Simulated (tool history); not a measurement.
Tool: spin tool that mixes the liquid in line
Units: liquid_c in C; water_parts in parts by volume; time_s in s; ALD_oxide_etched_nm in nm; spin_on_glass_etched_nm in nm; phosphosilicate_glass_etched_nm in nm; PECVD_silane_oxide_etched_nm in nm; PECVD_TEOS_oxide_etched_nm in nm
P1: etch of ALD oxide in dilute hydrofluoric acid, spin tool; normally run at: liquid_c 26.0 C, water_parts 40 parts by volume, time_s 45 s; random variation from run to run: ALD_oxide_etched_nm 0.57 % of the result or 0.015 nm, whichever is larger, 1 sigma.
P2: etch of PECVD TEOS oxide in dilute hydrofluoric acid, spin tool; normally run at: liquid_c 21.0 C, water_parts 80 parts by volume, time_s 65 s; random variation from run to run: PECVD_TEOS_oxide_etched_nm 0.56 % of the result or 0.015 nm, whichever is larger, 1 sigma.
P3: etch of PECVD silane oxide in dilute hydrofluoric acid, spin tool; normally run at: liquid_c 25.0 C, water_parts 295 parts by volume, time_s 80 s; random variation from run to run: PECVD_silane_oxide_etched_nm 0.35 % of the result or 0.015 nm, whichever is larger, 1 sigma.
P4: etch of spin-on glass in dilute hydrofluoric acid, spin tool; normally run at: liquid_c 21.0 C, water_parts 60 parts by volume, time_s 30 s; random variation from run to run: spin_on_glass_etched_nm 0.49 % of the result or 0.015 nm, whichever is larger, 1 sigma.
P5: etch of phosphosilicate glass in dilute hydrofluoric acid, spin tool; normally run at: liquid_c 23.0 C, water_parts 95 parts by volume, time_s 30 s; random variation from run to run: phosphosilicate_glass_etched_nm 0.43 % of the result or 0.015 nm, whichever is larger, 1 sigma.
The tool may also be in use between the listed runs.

run,hour,process,liquid_c,water_parts,time_s,ALD_oxide_etched_nm,spin_on_glass_etched_nm,phosphosilicate_glass_etched_nm,PECVD_silane_oxide_etched_nm,PECVD_TEOS_oxide_etched_nm
1,7.5,P1,26.0,40,45,25.5710,,,,
2,18.9,P4,21.0,20,30,,58.706,,,
3,25.5,P4,21.0,60,30,,18.857,,,
4,32.8,P1,26.0,20,45,52.4920,,,,
5,46.2,P1,31.0,40,15,10.5040,,,,
6,55.0,P5,17.0,95,30,,,22.047,,
7,61.5,P1,21.0,40,15,6.8724,,,,
8,70.1,P3,25.0,295,160,,,,13.8370,
9,81.9,P2,21.0,80,15,,,,,3.1005
10,92.3,P1,26.0,40,45,25.5320,,,,
11,99.5,P1,26.0,70,45,14.0280,,,,
# hour 103.8: hydrofluoric acid flow meter replaced
12,110.3,P1,26.0,40,15,8.5209,,,,
13,121.7,P1,26.0,20,15,17.4840,,,,
14,132.3,P5,23.0,95,15,,,14.187,,
15,143.0,P1,26.0,40,80,45.4270,,,,
16,148.8,P4,17.0,60,30,,15.747,,,
17,157.8,P4,21.0,60,55,,34.326,,,
18,163.6,P2,21.0,80,65,,,,,13.5890
19,174.6,P2,21.0,80,65,,,,,13.5390
20,182.1,P5,23.0,95,30,,,27.797,,
21,189.5,P1,26.0,40,45,25.5730,,,,
22,200.2,P3,18.0,295,80,,,,5.3456,
23,208.7,P1,20.5,40,45,20.3250,,,,
24,219.0,P1,30.5,40,45,30.4640,,,,
25,225.8,P5,23.0,140,30,,,18.213,,
26,239.1,P3,25.0,170,80,,,,13.6270,
27,248.2,P2,17.0,80,65,,,,,11.3910
28,261.4,P4,21.0,60,30,,18.803,,,
29,272.6,P3,25.0,295,80,,,,6.9298,
30,282.9,P1,26.0,40,45,25.4930,,,,
31,291.1,P2,21.0,20,65,,,,,58.2260
32,302.4,P1,26.0,40,45,25.9630,,,,
33,314.1,P1,26.0,40,45,26.6050,,,,
34,327.2,P1,26.0,40,45,27.4430,,,,
35,335.4,P1,26.0,40,45,27.6410,,,,
36,347.0,P1,26.0,40,45,27.9950,,,,
37,360.1,P1,26.0,40,45,28.0530,,,,
38,372.8,P1,26.0,40,45,27.8900,,,,
39,385.8,P1,26.0,40,45,28.0680,,,,

What P1 gives has crept away from where it was. These 2 causes fit the log equally well, each at the size given:
A: liquid hotter than its thermometer reads (K) = 2.42
B: hydrofluoric acid flow above the setpoint (%) = 9.72
The creep began at about hour 302.4.

4 check runs are offered, one wafer each, their results left as question marks. Which one tells the causes apart?
check 1,398.8,P4,21.0,25,55,,?,,,
check 2,398.8,P5,18.0,95,30,,,?,,
check 3,398.8,P3,25.0,295,160,,,,?,
check 4,398.8,P2,21.0,20,65,,,,,?

What each check would give under each cause:
check,result,if A,if B
check 1,spin_on_glass_etched_nm,95.417,94.680
check 2,phosphosilicate_glass_etched_nm,25.259,25.297
check 3,PECVD_silane_oxide_etched_nm,14.9820,15.5490
check 4,PECVD_TEOS_oxide_etched_nm,64.4810,63.9280
How far apart the two closest causes lie, in the result that separates them most: check 1 0.78 %; check 2 0.15 %; check 3 3.71 %; check 4 0.86 %
Only check 3 tells the causes apart: in the others they would give nearly the same result.

Check 3 was then run and gave: PECVD_silane_oxide_etched_nm 15.0460 nm. Which cause is it?

It is A: liquid hotter than its thermometer reads (K).

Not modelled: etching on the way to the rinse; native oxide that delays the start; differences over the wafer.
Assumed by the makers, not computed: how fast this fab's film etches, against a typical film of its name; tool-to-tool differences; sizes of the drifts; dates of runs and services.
